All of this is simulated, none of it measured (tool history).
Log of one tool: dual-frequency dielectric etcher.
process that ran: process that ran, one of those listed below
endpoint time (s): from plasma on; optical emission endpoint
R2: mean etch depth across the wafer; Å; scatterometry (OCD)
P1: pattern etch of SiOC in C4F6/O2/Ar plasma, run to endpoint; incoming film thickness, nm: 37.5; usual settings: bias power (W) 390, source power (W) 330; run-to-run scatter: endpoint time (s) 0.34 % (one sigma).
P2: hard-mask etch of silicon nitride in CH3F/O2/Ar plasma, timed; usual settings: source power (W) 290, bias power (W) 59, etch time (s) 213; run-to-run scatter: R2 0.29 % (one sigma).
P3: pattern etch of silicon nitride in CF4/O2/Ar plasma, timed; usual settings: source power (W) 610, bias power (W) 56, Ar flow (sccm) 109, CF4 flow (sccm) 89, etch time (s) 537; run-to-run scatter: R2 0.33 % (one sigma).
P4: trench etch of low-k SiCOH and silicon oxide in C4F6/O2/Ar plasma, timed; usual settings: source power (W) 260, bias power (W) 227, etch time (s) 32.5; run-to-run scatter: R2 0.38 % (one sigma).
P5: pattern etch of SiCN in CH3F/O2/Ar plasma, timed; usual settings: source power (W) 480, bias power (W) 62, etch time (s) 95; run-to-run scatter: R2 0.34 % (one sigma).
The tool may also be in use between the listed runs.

run 1 hour=7.7 | process_that_ran=P1 bias_power_(W)=390 source_power_(W)=330 | endpoint_time_(s)=14.431
run 2 hour=14.5 | process_that_ran=P3 bias_power_(W)=56 source_power_(W)=610 Ar_flow_(sccm)=109 CF4_flow_(sccm)=89 etch_time_(s)=749 | R2=17214
run 3 hour=18.7 | process_that_ran=P4 bias_power_(W)=299 source_power_(W)=260 etch_time_(s)=32.5 | R2=1064.4
run 4 hour=23.6 | process_that_ran=P1 bias_power_(W)=390 source_power_(W)=330 | endpoint_time_(s)=14.465
run 5 hour=31.5 | process_that_ran=P4 bias_power_(W)=227 source_power_(W)=260 etch_time_(s)=32.5 | R2=969.38
run 6 hour=35.5 | process_that_ran=P1 bias_power_(W)=489 source_power_(W)=450 | endpoint_time_(s)=11.797
run 7 hour=42.3 | process_that_ran=P1 bias_power_(W)=251 source_power_(W)=210 | endpoint_time_(s)=19.984
run 8 hour=46 | process_that_ran=P1 bias_power_(W)=390 source_power_(W)=330 | endpoint_time_(s)=14.553
run 9 hour=50 | process_that_ran=P5 bias_power_(W)=62 source_power_(W)=310 etch_time_(s)=95 | R2=320.9
run 10 hour=57.9 | process_that_ran=P2 bias_power_(W)=59 source_power_(W)=220 etch_time_(s)=213 | R2=1107.9
run 11 hour=63.8 | process_that_ran=P3 bias_power_(W)=56 source_power_(W)=610 Ar_flow_(sccm)=109 CF4_flow_(sccm)=89 etch_time_(s)=537 | R2=12330
-- hour=65.8 wet clean of the chamber
run 12 hour=71.1 | process_that_ran=P5 bias_power_(W)=62 source_power_(W)=480 etch_time_(s)=121.5 | R2=487.26
run 13 hour=74.9 | process_that_ran=P3 bias_power_(W)=56 source_power_(W)=400 Ar_flow_(sccm)=109 CF4_flow_(sccm)=89 etch_time_(s)=537 | R2=8547.3
run 14 hour=79.9 | process_that_ran=P3 bias_power_(W)=56 source_power_(W)=610 Ar_flow_(sccm)=109 CF4_flow_(sccm)=114 etch_time_(s)=537 | R2=12730
run 15 hour=87.8 | process_that_ran=P1 bias_power_(W)=390 source_power_(W)=330 | endpoint_time_(s)=14.45
run 16 hour=91.5 | process_that_ran=P2 bias_power_(W)=59 source_power_(W)=290 etch_time_(s)=213 | R2=1236.5
run 17 hour=97.1 | process_that_ran=P3 bias_power_(W)=71 source_power_(W)=610 Ar_flow_(sccm)=109 CF4_flow_(sccm)=89 etch_time_(s)=537 | R2=13538
run 18 hour=103.1 | process_that_ran=P3 bias_power_(W)=56 source_power_(W)=610 Ar_flow_(sccm)=109 CF4_flow_(sccm)=89 etch_time_(s)=537 | R2=12297
run 19 hour=108.4 | process_that_ran=P5 bias_power_(W)=75 source_power_(W)=480 etch_time_(s)=95 | R2=405.31
run 20 hour=113.9 | process_that_ran=P4 bias_power_(W)=227 source_power_(W)=260 etch_time_(s)=32.5 | R2=975.01
run 21 hour=119.9 | process_that_ran=P1 bias_power_(W)=390 source_power_(W)=330 | endpoint_time_(s)=14.411
-- hour=122.4 bias power generator calibrated
run 22 hour=127.4 | process_that_ran=P4 bias_power_(W)=227 source_power_(W)=310 etch_time_(s)=32.5 | R2=1036.7
-- hour=131.6 source power generator calibrated
run 23 hour=133.8 | process_that_ran=P5 bias_power_(W)=62 source_power_(W)=480 etch_time_(s)=95 | R2=377.42
run 24 hour=137.9 | process_that_ran=P2 bias_power_(W)=36 source_power_(W)=290 etch_time_(s)=213 | R2=1059.3
run 25 hour=143 | process_that_ran=P2 bias_power_(W)=59 source_power_(W)=290 etch_time_(s)=271.5 | R2=1577.9
run 26 hour=149 | process_that_ran=P1 bias_power_(W)=390 source_power_(W)=390 | endpoint_time_(s)=13.579
run 27 hour=154.7 | process_that_ran=P1 bias_power_(W)=390 source_power_(W)=250 | endpoint_time_(s)=15.988
run 28 hour=162.8 | process_that_ran=P1 bias_power_(W)=390 source_power_(W)=330 | endpoint_time_(s)=14.572
run 29 hour=168.6 | process_that_ran=P4 bias_power_(W)=227 source_power_(W)=260 etch_time_(s)=19 | R2=567.77
run 30 hour=174.8 | process_that_ran=P3 bias_power_(W)=56 source_power_(W)=610 Ar_flow_(sccm)=150 CF4_flow_(sccm)=89 etch_time_(s)=537 | R2=11785
run 31 hour=181.9 | process_that_ran=P5 bias_power_(W)=62 source_power_(W)=480 etch_time_(s)=95 | R2=380.89
run 32 hour=187.3 | process_that_ran=P1 bias_power_(W)=476 source_power_(W)=330 | endpoint_time_(s)=13.336
run 33 hour=195.2 | process_that_ran=P1 bias_power_(W)=268 source_power_(W)=330 | endpoint_time_(s)=16.542
run 34 hour=199.1 | process_that_ran=P2 bias_power_(W)=59 source_power_(W)=290 etch_time_(s)=213 | R2=1241.4
run 35 hour=206.7 | process_that_ran=P1 bias_power_(W)=390 source_power_(W)=330 | endpoint_time_(s)=14.441
run 36 hour=213.8 | process_that_ran=P1 bias_power_(W)=390 source_power_(W)=330 | endpoint_time_(s)=14.332
run 37 hour=218.7 | process_that_ran=P1 bias_power_(W)=390 source_power_(W)=330 | endpoint_time_(s)=14.331
run 38 hour=225.9 | process_that_ran=P1 bias_power_(W)=390 source_power_(W)=330 | endpoint_time_(s)=14.335
run 39 hour=233.1 | process_that_ran=P1 bias_power_(W)=390 source_power_(W)=330 | endpoint_time_(s)=14.244
run 40 hour=240.4 | process_that_ran=P1 bias_power_(W)=390 source_power_(W)=330 | endpoint_time_(s)=14.279
run 41 hour=244.5 | process_that_ran=P1 bias_power_(W)=390 source_power_(W)=330 | endpoint_time_(s)=14.312
run 42 hour=250.5 | process_that_ran=P1 bias_power_(W)=390 source_power_(W)=330 | endpoint_time_(s)=14.213
-- hour=251.8 wet clean of the chamber
run 43 hour=256.9 | process_that_ran=P1 bias_power_(W)=390 source_power_(W)=330 | endpoint_time_(s)=14.181
run 44 hour=263 | process_that_ran=P1 bias_power_(W)=390 source_power_(W)=330 | endpoint_time_(s)=14.23
run 45 hour=269.6 | process_that_ran=P1 bias_power_(W)=390 source_power_(W)=330 | endpoint_time_(s)=14.333

What P1 gives has crept away from where it was. These 2 causes fit the log equally well, each at the size given:
A: source power that arrives over what is set, % = 4.71
B: bias power that arrives over what is set, % = 4.81
The creep began at about hour 206.7.
Why every other cause is out:
chamber walls in a state that raises the etch rate, %: serviced at hour 251.8, which brought nothing back

4 check runs are offered, each on 2 wafers whose results are averaged, their results left as question marks. Which one tells the causes apart?
run check 1 hour=276.2 | process_that_ran=P2 bias_power_(W)=59 source_power_(W)=290 etch_time_(s)=213 | R2=?
run check 2 hour=276.2 | process_that_ran=P3 bias_power_(W)=56 source_power_(W)=610 Ar_flow_(sccm)=109 CF4_flow_(sccm)=89 etch_time_(s)=537 | R2=?
run check 3 hour=276.2 | process_that_ran=P4 bias_power_(W)=227 source_power_(W)=260 etch_time_(s)=32.5 | R2=?
run check 4 hour=276.2 | process_that_ran=P5 bias_power_(W)=62 source_power_(W)=480 etch_time_(s)=95 | R2=?

What each check would give under each cause:
check=check_1 result=R2 if_A=1259.4 if_B=1257.3
check=check_2 result=R2 if_A=12805 if_B=12531
check=check_3 result=R2 if_A=988.12 if_B=986.69
check=check_4 result=R2 if_A=386.32 if_B=385.67
How far apart the two closest causes lie, in the result that separates them most: check 1 0.17 %; check 2 2.16 %; check 3 0.15 %; check 4 0.17 %
Only check 2 tells the causes apart: in the others they would give nearly the same result.

Check 2 was then run and gave: R2 12583 Å. Which cause is it?

It is B: bias power that arrives over what is set, %.

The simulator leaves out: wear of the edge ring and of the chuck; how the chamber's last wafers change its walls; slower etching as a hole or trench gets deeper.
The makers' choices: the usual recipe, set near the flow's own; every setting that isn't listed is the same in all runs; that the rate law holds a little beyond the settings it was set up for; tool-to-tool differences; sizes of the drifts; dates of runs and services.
